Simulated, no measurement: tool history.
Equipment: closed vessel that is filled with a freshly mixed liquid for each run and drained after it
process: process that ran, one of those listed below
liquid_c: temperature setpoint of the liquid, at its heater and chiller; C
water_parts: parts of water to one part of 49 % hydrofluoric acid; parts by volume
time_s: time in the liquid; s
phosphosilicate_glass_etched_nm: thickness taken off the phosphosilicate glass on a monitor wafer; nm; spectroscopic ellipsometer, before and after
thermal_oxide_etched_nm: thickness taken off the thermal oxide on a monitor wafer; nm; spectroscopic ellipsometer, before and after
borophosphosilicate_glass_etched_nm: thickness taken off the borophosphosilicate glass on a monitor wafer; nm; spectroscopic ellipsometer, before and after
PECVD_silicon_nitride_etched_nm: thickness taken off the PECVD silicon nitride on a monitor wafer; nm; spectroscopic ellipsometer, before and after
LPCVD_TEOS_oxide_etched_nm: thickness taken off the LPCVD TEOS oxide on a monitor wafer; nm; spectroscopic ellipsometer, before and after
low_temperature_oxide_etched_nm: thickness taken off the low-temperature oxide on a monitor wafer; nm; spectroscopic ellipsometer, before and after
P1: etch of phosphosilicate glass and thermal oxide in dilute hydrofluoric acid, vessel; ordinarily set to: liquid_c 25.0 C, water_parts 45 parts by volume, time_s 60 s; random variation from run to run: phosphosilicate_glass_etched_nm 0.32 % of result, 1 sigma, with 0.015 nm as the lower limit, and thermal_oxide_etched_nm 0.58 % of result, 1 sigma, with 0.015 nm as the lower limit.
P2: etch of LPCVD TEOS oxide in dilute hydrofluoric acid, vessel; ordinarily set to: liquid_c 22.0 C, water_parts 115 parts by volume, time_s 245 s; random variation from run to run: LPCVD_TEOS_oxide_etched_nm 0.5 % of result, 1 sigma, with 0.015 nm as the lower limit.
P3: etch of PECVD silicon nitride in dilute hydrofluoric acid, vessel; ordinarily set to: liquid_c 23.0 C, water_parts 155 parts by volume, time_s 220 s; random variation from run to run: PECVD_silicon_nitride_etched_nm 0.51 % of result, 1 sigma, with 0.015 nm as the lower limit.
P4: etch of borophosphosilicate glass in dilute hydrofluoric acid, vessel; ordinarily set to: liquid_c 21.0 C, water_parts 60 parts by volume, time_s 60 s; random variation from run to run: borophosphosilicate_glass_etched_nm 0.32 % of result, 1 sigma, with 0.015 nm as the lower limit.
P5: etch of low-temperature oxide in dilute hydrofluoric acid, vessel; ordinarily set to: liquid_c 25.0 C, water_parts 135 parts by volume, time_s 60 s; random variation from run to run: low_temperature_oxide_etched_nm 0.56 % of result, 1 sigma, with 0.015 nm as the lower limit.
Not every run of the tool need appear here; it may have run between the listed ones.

run,hour,process,liquid_c,water_parts,time_s,hours since the thermometer was replaced,hours since the hydrofluoric acid flow meter was replaced,phosphosilicate_glass_etched_nm,thermal_oxide_etched_nm,borophosphosilicate_glass_etched_nm,PECVD_silicon_nitride_etched_nm,LPCVD_TEOS_oxide_etched_nm,low_temperature_oxide_etched_nm
1,9.8,P1,25.0,45,60,2092.8,726.5,273.32,7.0614,,,,
2,17.0,P1,25.0,20,60,2100.0,733.7,639.16,16.4770,,,,
3,25.8,P4,21.0,60,100,2108.8,742.5,,,119.010,,,
4,32.2,P1,20.0,45,60,2115.2,748.9,221.82,5.7388,,,,
5,42.6,P3,28.0,155,220,2125.6,759.3,,,,10.2500,,
6,52.7,P1,25.0,45,60,2135.7,769.4,273.52,7.0507,,,,
7,61.2,P2,22.0,115,245,2144.2,777.9,,,,,47.6620,
8,71.4,P1,25.0,45,30,2154.4,788.1,136.35,3.5266,,,,
9,79.7,P3,23.0,155,220,2162.7,796.4,,,,7.4322,,
10,88.6,P1,25.0,20,35,2171.6,805.3,370.89,9.5595,,,,
11,94.6,P1,25.0,45,60,2177.6,811.3,274.54,7.0053,,,,
12,105.2,P5,25.0,190,60,2188.2,821.9,,,,,,5.9163
13,114.1,P4,21.0,105,60,2197.1,830.8,,,38.606,,,
14,124.8,P3,23.0,155,220,2207.8,841.5,,,,7.3656,,
15,132.1,P3,23.0,155,125,2215.1,848.8,,,,4.1668,,
16,140.5,P1,25.0,45,120,2223.5,857.2,546.38,14.0570,,,,
17,151.0,P1,25.0,45,60,2234.0,867.7,273.98,7.0094,,,,
18,161.1,P1,25.0,60,85,2244.1,877.8,285.27,7.2907,,,,
19,170.8,P3,23.0,260,220,2253.8,887.5,,,,4.4380,,
20,181.2,P5,25.0,135,120,2264.2,897.9,,,,,,17.8840
21,186.9,P4,17.0,60,60,2269.9,903.6,,,60.045,,,
22,193.1,P2,22.0,115,30,2276.1,909.8,,,,,5.7863,
23,198.7,P2,27.0,115,245,2281.7,915.4,,,,,57.3350,
24,204.6,P5,17.0,135,60,2287.6,921.3,,,,,,6.4591
25,214.7,P2,22.0,115,245,2297.7,931.4,,,,,47.7820,
26,222.1,P4,21.0,60,60,2305.1,938.8,,,71.335,,,
27,226.7,P2,22.0,215,245,2309.7,943.4,,,,,22.6450,
28,233.4,P1,32.0,45,60,2316.4,950.1,361.92,9.3655,,,,
29,238.9,P5,25.0,135,60,2321.9,955.6,,,,,,8.8497
30,245.9,P1,25.0,60,60,2328.9,962.6,202.33,5.1943,,,,
31,251.0,P1,29.5,45,30,2334.0,967.7,164.59,4.2489,,,,
32,255.6,P1,25.0,45,60,2338.6,972.3,274.26,6.9923,,,,
33,265.2,P1,25.0,45,60,2348.2,981.9,273.91,7.0225,,,,
34,275.9,P1,25.0,45,60,2358.9,992.6,285.69,7.3801,,,,
35,280.9,P1,25.0,45,60,2363.9,997.6,291.16,7.4290,,,,
36,290.1,P1,25.0,45,60,2373.1,1006.8,295.03,7.5540,,,,
37,297.3,P1,25.0,45,60,2380.3,1014.0,296.28,7.6461,,,,
38,305.5,P1,25.0,45,60,2388.5,1022.2,298.36,7.6013,,,,
39,313.6,P1,25.0,45,60,2396.6,1030.3,298.75,7.6448,,,,
40,322.1,P1,25.0,45,60,2405.1,1038.8,300.22,7.7150,,,,

The log shows P1 creeping away from where it was. Any of the 2 causes listed here, at the size stated for it, fits the log just as well as the others:
A: hydrofluoric acid flow above the setpoint (%) = 8.42
B: liquid hotter than its thermometer reads (K) = 2.11
The gradual shift began around hour 265.2.

Listed below are the offered check runs, one wafer per run, with question marks in place of results. For which of them would the causes give clearly different outcomes?
check 1,330.6,P2,22.0,115,245,,,,,,,?,
check 2,330.6,P3,23.0,155,220,,,,,,?,,
check 3,330.6,P5,25.0,135,60,,,,,,,,?
check 4,330.6,P4,21.0,60,60,,,,,?,,,

Outcome of each check run for each possible cause:
check,result,if A,if B
check 1,LPCVD_TEOS_oxide_etched_nm,51.8950,51.4970
check 2,PECVD_silicon_nitride_etched_nm,8.0097,8.4718
check 3,low_temperature_oxide_etched_nm,9.7828,9.6513
check 4,borophosphosilicate_glass_etched_nm,77.809,77.886
Minimum pairwise separation of causes per check, each pair taken at its best-separating result: check 1 0.77 %; check 2 5.61 %; check 3 1.35 %; check 4 0.1 %
Only check 2 tells the causes apart: in the others they would give nearly the same result.

Check 2 has now been run. It gave: PECVD_silicon_nitride_etched_nm 7.9595 nm. Which of the candidate causes is it?

It was cause A: hydrofluoric acid flow above the setpoint (%).
